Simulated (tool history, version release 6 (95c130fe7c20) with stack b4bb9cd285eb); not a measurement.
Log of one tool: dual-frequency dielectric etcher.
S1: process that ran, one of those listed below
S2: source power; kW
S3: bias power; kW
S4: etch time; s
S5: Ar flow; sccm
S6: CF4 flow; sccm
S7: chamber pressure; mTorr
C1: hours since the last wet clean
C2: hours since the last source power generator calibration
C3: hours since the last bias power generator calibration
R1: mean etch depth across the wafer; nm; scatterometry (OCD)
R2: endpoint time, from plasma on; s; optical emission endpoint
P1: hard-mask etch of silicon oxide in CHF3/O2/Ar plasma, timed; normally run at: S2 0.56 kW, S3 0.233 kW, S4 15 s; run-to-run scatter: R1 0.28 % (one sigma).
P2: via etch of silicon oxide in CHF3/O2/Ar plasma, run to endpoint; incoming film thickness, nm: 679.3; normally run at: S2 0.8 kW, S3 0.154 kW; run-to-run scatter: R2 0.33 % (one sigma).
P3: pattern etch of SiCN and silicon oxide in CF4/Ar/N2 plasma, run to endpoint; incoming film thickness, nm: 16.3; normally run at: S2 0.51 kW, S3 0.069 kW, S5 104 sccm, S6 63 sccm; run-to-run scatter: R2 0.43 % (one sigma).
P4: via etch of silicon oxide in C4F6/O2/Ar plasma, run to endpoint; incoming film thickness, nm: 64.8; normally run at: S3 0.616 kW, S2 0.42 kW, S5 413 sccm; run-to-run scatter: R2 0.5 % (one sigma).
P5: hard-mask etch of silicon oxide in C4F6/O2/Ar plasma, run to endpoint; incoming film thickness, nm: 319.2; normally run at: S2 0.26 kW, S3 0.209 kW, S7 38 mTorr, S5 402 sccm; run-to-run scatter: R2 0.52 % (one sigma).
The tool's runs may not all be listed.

run     day  S1    S2     S3    S4   S5  S6  S7     C1      C2      C3      R1      R2
  1   0.312  P1  0.56  0.233    15               118.4  1554.9  1022.3  32.157
  2   0.562  P4  0.33  0.616        413          124.4  1560.9  1028.3          14.633
  3   0.812  P3  0.71  0.069        104  63      130.4  1566.9  1034.3          13.517
  4   1.125  P1   0.4  0.233    15               137.9  1574.4  1041.8  28.257
  5   1.583  P5  0.26  0.209        252      38  148.9  1585.4  1052.8          117.02
  6   1.958  P5  0.26  0.209        402      38  157.9  1594.4  1061.8           122.4
      2.371  -- wet clean of the chamber
  7   2.442  P4  0.42  0.616        305            1.7    1606  1073.4          12.979
  8   2.804  P4  0.42  0.616        413           10.4  1614.7  1082.1          13.483
  9     3.3  P1  0.56  0.233  18.5                22.3  1626.6    1094  39.713
 10   3.779  P5  0.19  0.209        402      38   33.8  1638.1  1105.5          139.38
 11    4.25  P2  0.97  0.154                      45.1  1649.4  1116.8          298.99
 12   4.475  P2   0.8  0.107                      50.5  1654.8  1122.2           359.3
 13   4.983  P1  0.56  0.233    15                62.7    1667  1134.4  32.207
 14   5.242  P3  0.51  0.069        104  63       68.9  1673.2  1140.6          17.819
 15   5.579  P1  0.56  0.279    15                  77  1681.3  1148.7  34.153
 16   5.971  P1  0.56  0.233    15                86.4  1690.7  1158.1  32.051
 17   6.462  P5  0.26  0.253        402      38   98.2  1702.5  1169.9           115.3
 18   6.721  P3  0.51  0.049        104  63      104.4  1708.7  1176.1          20.136
 19   7.038  P1  0.56  0.233    15                 112  1716.3  1183.7  31.998
 20   7.271  P2   0.8  0.154                     117.6  1721.9  1189.3          324.51
 21   7.504  P4  0.42  0.498        413          123.2  1727.5  1194.9          14.516
 22   7.746  P1  0.56  0.233    15                 129  1733.3  1200.7  32.112
 23     8.2  P1  0.78  0.233    15               139.9  1744.2  1211.6   36.47
 24   8.667  P5  0.26  0.209        402      38  151.1  1755.4  1222.8          123.04
 25   9.046  P3  0.51  0.069        104  84      160.2  1764.5  1231.9          17.337
 26   9.317  P3  0.51  0.069         84  63      166.7    1771  1238.4          17.337
 27   9.638  P2   0.8  0.154                     174.4  1778.7  1246.1          322.15
 28   9.908  P1  0.56  0.233  10.5               180.9  1785.2  1252.6  22.452
 29  10.308  P1   0.7  0.272    15               190.5  1794.8  1262.2  37.159
 30  10.796  P1  0.56  0.173    15               202.2  1806.5  1273.9  29.061
 31  11.208  P4  0.42  0.616        413          212.1  1816.4  1283.8          13.437
 32  11.538  P1  0.56  0.233    15                 220  1824.3  1291.7  32.184
 33  11.829  P5  0.26  0.209        402      30    227  1831.3  1298.7          120.87
 34  12.121  P1  0.56  0.233    15                 234  1838.3  1305.7  32.168
 35  12.483  P1  0.56  0.233    15               242.7    1847  1314.4  32.273
 36  12.729  P1  0.56  0.233    15               248.6  1852.9  1320.3  32.442
 37  13.108  P1  0.56  0.233    15               257.7    1862  1329.4  32.487
 38  13.608  P1  0.56  0.233    15               269.7    1874  1341.4  32.398
 39  13.842  P1  0.56  0.233    15               275.3  1879.6    1347  32.547
 40  14.296  P1  0.56  0.233    15               286.2  1890.5  1357.9  32.392
     14.504  -- wet clean of the chamber
 41  14.675  P1  0.56  0.233    15                 4.1  1899.6    1367  32.529
 42  15.029  P1  0.56  0.233    15                12.6  1908.1  1375.5  32.556
 43  15.488  P1  0.56  0.233    15                23.6  1919.1  1386.5  32.649
 44  15.983  P1  0.56  0.233    15                35.5    1931  1398.4  32.604

What P1 gives has crept away from where it was. These 2 causes fit the log equally well, each at the size given:
A: bias power that arrives over what is set, % = 4.18
B: source power that arrives over what is set, % = 3.95
The creep began at about day 12.121.
Why every other cause is out:
chamber walls in a state that raises the etch rate, %: serviced at day 14.504, which brought nothing back

4 check runs are offered, each on 3 wafers whose results are averaged, their results left as question marks. Which one tells the causes apart?
check 1  16.479  P2   0.8  0.154                                    ?
check 2  16.479  P5  0.26  0.209      402      38                   ?
check 3  16.479  P3  0.51  0.069      104  63                       ?
check 4  16.479  P4  0.42  0.616      413                           ?

What each check would give under each cause:
  check  result    if A    if B
check 1      R2   317.9  317.27
check 2      R2  121.27  121.14
check 3      R2  17.736  17.381
check 4      R2  13.272  13.293
How far apart the two closest causes lie, in the result that separates them most: check 1 0.2 %; check 2 0.1 %; check 3 2.02 %; check 4 0.16 %
Only check 3 tells the causes apart: in the others they would give nearly the same result.

Then check 3 was run and gave: R2 17.725 s. Which cause is it?

It is A: bias power that arrives over what is set, %.

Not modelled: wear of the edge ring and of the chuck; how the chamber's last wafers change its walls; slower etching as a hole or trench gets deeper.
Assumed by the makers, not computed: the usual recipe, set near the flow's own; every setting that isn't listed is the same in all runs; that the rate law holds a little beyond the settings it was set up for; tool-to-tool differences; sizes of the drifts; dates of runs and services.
